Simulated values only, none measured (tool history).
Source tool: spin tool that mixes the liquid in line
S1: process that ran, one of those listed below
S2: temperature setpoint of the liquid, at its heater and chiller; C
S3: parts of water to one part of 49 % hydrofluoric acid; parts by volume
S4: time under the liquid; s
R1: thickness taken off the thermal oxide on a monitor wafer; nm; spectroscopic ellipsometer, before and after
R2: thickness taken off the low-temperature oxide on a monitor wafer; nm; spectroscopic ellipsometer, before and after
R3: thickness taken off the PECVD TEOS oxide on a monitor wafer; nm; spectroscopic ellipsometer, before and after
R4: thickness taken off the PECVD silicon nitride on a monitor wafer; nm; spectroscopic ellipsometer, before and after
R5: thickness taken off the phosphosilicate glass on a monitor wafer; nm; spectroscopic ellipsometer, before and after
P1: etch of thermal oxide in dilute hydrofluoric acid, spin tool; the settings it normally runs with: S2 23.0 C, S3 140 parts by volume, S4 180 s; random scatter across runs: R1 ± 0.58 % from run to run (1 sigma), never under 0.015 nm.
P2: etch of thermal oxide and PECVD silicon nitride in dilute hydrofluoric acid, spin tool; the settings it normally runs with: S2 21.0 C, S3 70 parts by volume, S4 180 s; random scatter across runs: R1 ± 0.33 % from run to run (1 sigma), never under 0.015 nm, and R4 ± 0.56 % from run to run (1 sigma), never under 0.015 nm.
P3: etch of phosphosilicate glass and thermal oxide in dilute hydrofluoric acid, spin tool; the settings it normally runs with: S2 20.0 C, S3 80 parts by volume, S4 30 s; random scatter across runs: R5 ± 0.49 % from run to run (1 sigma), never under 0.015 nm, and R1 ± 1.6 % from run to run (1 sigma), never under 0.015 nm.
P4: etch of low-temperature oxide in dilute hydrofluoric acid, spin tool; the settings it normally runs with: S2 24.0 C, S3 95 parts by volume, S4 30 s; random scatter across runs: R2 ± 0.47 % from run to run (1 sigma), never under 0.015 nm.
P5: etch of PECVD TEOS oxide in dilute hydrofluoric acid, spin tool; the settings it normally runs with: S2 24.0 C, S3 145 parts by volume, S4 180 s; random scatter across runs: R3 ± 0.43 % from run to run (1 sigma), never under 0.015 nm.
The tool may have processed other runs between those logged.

{"run": 1, "day": 0.171, "S1": "P1", "S2": 23.0, "S3": 140, "S4": 180, "R1": 5.6685}
{"run": 2, "day": 0.308, "S1": "P4", "S2": 24.0, "S3": 95, "S4": 30, "R2": 4.6363}
{"run": 3, "day": 0.571, "S1": "P5", "S2": 24.0, "S3": 145, "S4": 180, "R3": 10.692}
{"run": 4, "day": 0.775, "S1": "P2", "S2": 21.0, "S3": 20, "S4": 180, "R1": 41.29, "R4": 12.205}
{"run": 5, "day": 1.017, "S1": "P4", "S2": 24.0, "S3": 95, "S4": 30, "R2": 4.6644}
{"run": 6, "day": 1.246, "S1": "P5", "S2": 24.0, "S3": 80, "S4": 180, "R3": 20.903}
{"run": 7, "day": 1.408, "S1": "P1", "S2": 23.0, "S3": 140, "S4": 180, "R1": 5.5835}
{"run": 8, "day": 1.6, "S1": "P4", "S2": 17.0, "S3": 95, "S4": 30, "R2": 3.5474}
{"run": 9, "day": 1.775, "S1": "P3", "S2": 20.0, "S3": 80, "S4": 30, "R1": 1.5551, "R5": 35.853}
{"run": 10, "day": 1.904, "S1": "P5", "S2": 24.0, "S3": 145, "S4": 290, "R3": 17.2}
{"run": 11, "day": 2.079, "S1": "P1", "S2": 23.0, "S3": 80, "S4": 180, "R1": 10.544}
{"run": 12, "day": 2.329, "S1": "P1", "S2": 23.0, "S3": 225, "S4": 180, "R1": 3.1961}
{"run": 13, "day": 2.583, "S1": "P4", "S2": 24.0, "S3": 20, "S4": 30, "R2": 24.249}
{"run": 14, "day": 2.846, "S1": "P1", "S2": 23.0, "S3": 140, "S4": 180, "R1": 5.627}
{"run": 15, "day": 3.029, "S1": "P1", "S2": 23.0, "S3": 140, "S4": 180, "R1": 5.6052}
{"run": 16, "day": 3.233, "S1": "P3", "S2": 20.0, "S3": 80, "S4": 30, "R1": 1.5518, "R5": 36.115}
{"run": 17, "day": 3.396, "S1": "P5", "S2": 18.0, "S3": 145, "S4": 180, "R3": 8.4488}
{"run": 18, "day": 3.542, "S1": "P1", "S2": 23.0, "S3": 140, "S4": 180, "R1": 5.6222}
{"run": 19, "day": 3.683, "S1": "P3", "S2": 20.0, "S3": 20, "S4": 30, "R1": 6.6511, "R5": 155.69}
{"run": 20, "day": 3.867, "S1": "P1", "S2": 27.5, "S3": 85, "S4": 180, "R1": 11.884}
{"run": 21, "day": 4.133, "S1": "P1", "S2": 23.0, "S3": 140, "S4": 180, "R1": 5.6033}
{"run": 22, "day": 4.346, "S1": "P1", "S2": 17.5, "S3": 140, "S4": 180, "R1": 4.4681}
{"run": 23, "day": 4.538, "S1": "P1", "S2": 18.5, "S3": 80, "S4": 180, "R1": 8.8083}
{"run": 24, "day": 4.662, "S1": "P2", "S2": 21.0, "S3": 70, "S4": 180, "R1": 11.085, "R4": 3.6657}
{"run": 25, "day": 4.788, "S1": "P3", "S2": 20.0, "S3": 80, "S4": 50, "R1": 2.5997, "R5": 59.755}
{"run": 26, "day": 4.967, "S1": "P2", "S2": 21.0, "S3": 70, "S4": 335, "R1": 20.685, "R4": 6.6844}
{"run": 27, "day": 5.179, "S1": "P1", "S2": 31.0, "S3": 140, "S4": 180, "R1": 7.6831}
{"run": 28, "day": 5.312, "S1": "P5", "S2": 24.0, "S3": 145, "S4": 180, "R3": 10.719}
{"run": 29, "day": 5.571, "S1": "P4", "S2": 24.0, "S3": 95, "S4": 15, "R2": 2.3316}
{"run": 30, "day": 5.804, "S1": "P3", "S2": 24.0, "S3": 80, "S4": 30, "R1": 1.7805, "R5": 43.043}
{"run": 31, "day": 6.054, "S1": "P1", "S2": 23.0, "S3": 140, "S4": 90, "R1": 2.7841}
{"run": 32, "day": 6.271, "S1": "P2", "S2": 17.0, "S3": 70, "S4": 180, "R1": 9.4576, "R4": 2.7372}
{"run": 33, "day": 6.458, "S1": "P1", "S2": 23.0, "S3": 140, "S4": 350, "R1": 10.996}
{"run": 34, "day": 6.625, "S1": "P1", "S2": 23.0, "S3": 140, "S4": 180, "R1": 5.6655}
{"run": 35, "day": 6.867, "S1": "P1", "S2": 23.0, "S3": 140, "S4": 180, "R1": 5.4079}
{"run": 36, "day": 7.021, "S1": "P1", "S2": 23.0, "S3": 140, "S4": 180, "R1": 5.3218}
{"run": 37, "day": 7.158, "S1": "P1", "S2": 23.0, "S3": 140, "S4": 180, "R1": 5.2934}
{"run": 38, "day": 7.279, "S1": "P1", "S2": 23.0, "S3": 140, "S4": 180, "R1": 5.2137}
{"run": 39, "day": 7.542, "S1": "P1", "S2": 23.0, "S3": 140, "S4": 180, "R1": 5.2588}
{"run": 40, "day": 7.683, "S1": "P1", "S2": 23.0, "S3": 140, "S4": 180, "R1": 5.159}
{"run": 41, "day": 7.879, "S1": "P1", "S2": 23.0, "S3": 140, "S4": 180, "R1": 5.1627}
{"run": 42, "day": 8.083, "S1": "P1", "S2": 23.0, "S3": 140, "S4": 180, "R1": 5.1159}
{"run": 43, "day": 8.271, "S1": "P1", "S2": 23.0, "S3": 140, "S4": 180, "R1": 5.102}
{"run": 44, "day": 8.417, "S1": "P1", "S2": 23.0, "S3": 140, "S4": 180, "R1": 5.1715}

P1 no longer gives what it gave before; its output has crept away from where it was. The following 2 causes, each at its listed size, fit the log equally well:
A: hydrofluoric acid flow below the setpoint (%) = 7.36
B: liquid colder than its thermometer reads (K) = 2.27
Onset of the creep was near day 6.625.

Each of the 4 check runs below uses one wafer; its results are left as question marks. Which run tells the causes apart?
{"run": "check 1", "day": 8.562, "S1": "P4", "S2": 24.0, "S3": 95, "S4": 30, "R2": "?"}
{"run": "check 2", "day": 8.562, "S1": "P5", "S2": 24.0, "S3": 145, "S4": 180, "R3": "?"}
{"run": "check 3", "day": 8.562, "S1": "P3", "S2": 20.0, "S3": 80, "S4": 30, "R1": "?", "R5": "?"}
{"run": "check 4", "day": 8.562, "S1": "P2", "S2": 21.0, "S3": 70, "S4": 180, "R1": "?", "R4": "?"}

Outcome of each check run for each possible cause:
check=check_1 result=R2 if_A=4.2922 if_B=4.2690
check=check_2 result=R3 if_A=9.7724 if_B=9.7873
check=check_3 result=R1 if_A=1.4063 if_B=1.3900
check=check_3 result=R5 if_A=33.274 if_B=32.890
check=check_4 result=R1 if_A=10.2190 if_B=10.0960
check=check_4 result=R4 if_A=3.3670 if_B=3.1024
Minimum pairwise separation of causes per check, each pair taken at its best-separating result: check 1 0.54 %; check 2 0.15 %; check 3 1.16 %; check 4 8.18 %
Only check 4 tells the causes apart: in the others they would give nearly the same result.

With check 4 done, the readings were: R1 10.1600 nm; R4 3.3499 nm. Identify which of the listed causes applies.

It was cause A: hydrofluoric acid flow below the setpoint (%).
